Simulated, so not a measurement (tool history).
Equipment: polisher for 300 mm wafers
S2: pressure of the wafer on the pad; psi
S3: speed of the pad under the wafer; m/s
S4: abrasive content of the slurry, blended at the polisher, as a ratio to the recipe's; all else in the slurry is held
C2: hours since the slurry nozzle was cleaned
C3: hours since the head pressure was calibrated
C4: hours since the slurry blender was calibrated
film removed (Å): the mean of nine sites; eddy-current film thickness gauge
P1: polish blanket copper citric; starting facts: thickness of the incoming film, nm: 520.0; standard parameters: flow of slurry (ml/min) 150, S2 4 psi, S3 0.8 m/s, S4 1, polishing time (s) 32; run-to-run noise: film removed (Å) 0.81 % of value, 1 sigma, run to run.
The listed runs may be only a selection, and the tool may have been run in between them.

Run 1, hour 5.5: flow of slurry (ml/min) 150, S2 4 psi, S3 0.8 m/s, S4 1, polishing time (s) 32; wafers polished on this pad 341; C2 35.5; C3 622.1; C4 152.7. Result: film removed (Å) 881.98.
Run 2, hour 12.4: flow of slurry (ml/min) 190, S2 4 psi, S3 0.8 m/s, S4 1, polishing time (s) 42; wafers polished on this pad 423; C2 42.4; C3 629; C4 159.6. Result: film removed (Å) 1187.9.
Run 3, hour 18.5: flow of slurry (ml/min) 150, S2 4 psi, S3 0.8 m/s, S4 1, polishing time (s) 32; wafers polished on this pad 496; C2 48.5; C3 635.1; C4 165.7. Result: film removed (Å) 880.71.
Run 4, hour 23.7: flow of slurry (ml/min) 150, S2 4 psi, S3 0.4 m/s, S4 1, polishing time (s) 32; wafers polished on this pad 558; C2 53.7; C3 640.3; C4 170.9. Result: film removed (Å) 443.3.
Run 5, hour 30.5: flow of slurry (ml/min) 150, S2 4 psi, S3 0.8 m/s, S4 1, polishing time (s) 32; wafers polished on this pad 638; C2 60.5; C3 647.1; C4 177.7. Result: film removed (Å) 857.63.
Run 6, hour 40: flow of slurry (ml/min) 150, S2 4 psi, S3 0.8 m/s, S4 1.25, polishing time (s) 32; wafers polished on this pad 751; C2 70; C3 656.6; C4 187.2. Result: film removed (Å) 907.71.
Run 7, hour 49: flow of slurry (ml/min) 150, S2 4 psi, S3 1.14 m/s, S4 1, polishing time (s) 32; wafers polished on this pad 858; C2 79; C3 665.6; C4 196.2. Result: film removed (Å) 1232.
Run 8, hour 58.1: flow of slurry (ml/min) 150, S2 2.4 psi, S3 0.8 m/s, S4 1, polishing time (s) 32; wafers polished on this pad 966; C2 88.1; C3 674.7; C4 205.3. Result: film removed (Å) 528.97.
Run 9, hour 64: flow of slurry (ml/min) 150, S2 4 psi, S3 0.8 m/s, S4 1, polishing time (s) 32; wafers polished on this pad 1037; C2 94; C3 680.6; C4 211.2. Result: film removed (Å) 867.9.
Run 10, hour 72.5: flow of slurry (ml/min) 150, S2 6.2 psi, S3 0.8 m/s, S4 1, polishing time (s) 32; wafers polished on this pad 1138; C2 102.5; C3 689.1; C4 219.7. Result: film removed (Å) 1337.2.
Run 11, hour 78.3: flow of slurry (ml/min) 150, S2 4 psi, S3 0.46 m/s, S4 1, polishing time (s) 41; wafers polished on this pad 1207; C2 108.3; C3 694.9; C4 225.5. Result: film removed (Å) 661.35.
Run 12, hour 87.7: flow of slurry (ml/min) 90, S2 4 psi, S3 0.8 m/s, S4 1, polishing time (s) 32; wafers polished on this pad 1318; C2 117.7; C3 704.3; C4 234.9. Result: film removed (Å) 777.39.
Run 13, hour 95.4: flow of slurry (ml/min) 150, S2 4 psi, S3 0.8 m/s, S4 1, polishing time (s) 46; wafers polished on this pad 1410; C2 125.4; C3 712; C4 242.6. Result: film removed (Å) 1262.4.
Run 14, hour 103.7: flow of slurry (ml/min) 210, S2 4 psi, S3 0.8 m/s, S4 1, polishing time (s) 32; wafers polished on this pad 1509; C2 133.7; C3 720.3; C4 250.9. Result: film removed (Å) 920.11.
Run 15, hour 113: flow of slurry (ml/min) 150, S2 4 psi, S3 0.8 m/s, S4 1, polishing time (s) 21; wafers polished on this pad 1619; C2 143; C3 729.6; C4 260.2. Result: film removed (Å) 570.22.
Run 16, hour 121.4: flow of slurry (ml/min) 150, S2 4 psi, S3 0.8 m/s, S4 0.5, polishing time (s) 32; wafers polished on this pad 1719; C2 151.4; C3 738; C4 268.6. Result: film removed (Å) 745.44.
Run 17, hour 131: flow of slurry (ml/min) 150, S2 4 psi, S3 0.8 m/s, S4 1, polishing time (s) 32; wafers polished on this pad 1833; C2 161; C3 747.6; C4 278.2. Result: film removed (Å) 856.3.
Run 18, hour 137: flow of slurry (ml/min) 150, S2 4 psi, S3 0.8 m/s, S4 1, polishing time (s) 32; wafers polished on this pad 1904; C2 167; C3 753.6; C4 284.2. Result: film removed (Å) 834.51.
At hour 145.4: head pressure recalibrated.
Run 19, hour 146.4: flow of slurry (ml/min) 150, S2 4 psi, S3 0.8 m/s, S4 1, polishing time (s) 32; wafers polished on this pad 2016; C2 176.4; C3 1; C4 293.6. Result: film removed (Å) 806.36.
Run 20, hour 150.9: flow of slurry (ml/min) 150, S2 4 psi, S3 0.8 m/s, S4 1, polishing time (s) 32; wafers polished on this pad 2070; C2 180.9; C3 5.5; C4 298.1. Result: film removed (Å) 802.36.
At hour 155.7: slurry blender recalibrated.
Run 21, hour 157.7: flow of slurry (ml/min) 150, S2 4 psi, S3 0.8 m/s, S4 1, polishing time (s) 32; wafers polished on this pad 2150; C2 187.7; C3 12.3; C4 2.1. Result: film removed (Å) 805.79.
Run 22, hour 163.4: flow of slurry (ml/min) 150, S2 4 psi, S3 0.8 m/s, S4 1, polishing time (s) 32; wafers polished on this pad 2218; C2 193.4; C3 18; C4 7.8. Result: film removed (Å) 791.71.

For run 23, what comes out?
Run 23, hour 170: flow of slurry (ml/min) 150, S2 4 psi, S3 0.8 m/s, S4 1, polishing time (s) 32; wafers polished on this pad 2297; C2 200; C3 24.6; C4 14.4. Result: film removed (Å) ?.

Logged for run 23: film removed (Å) 797.62.
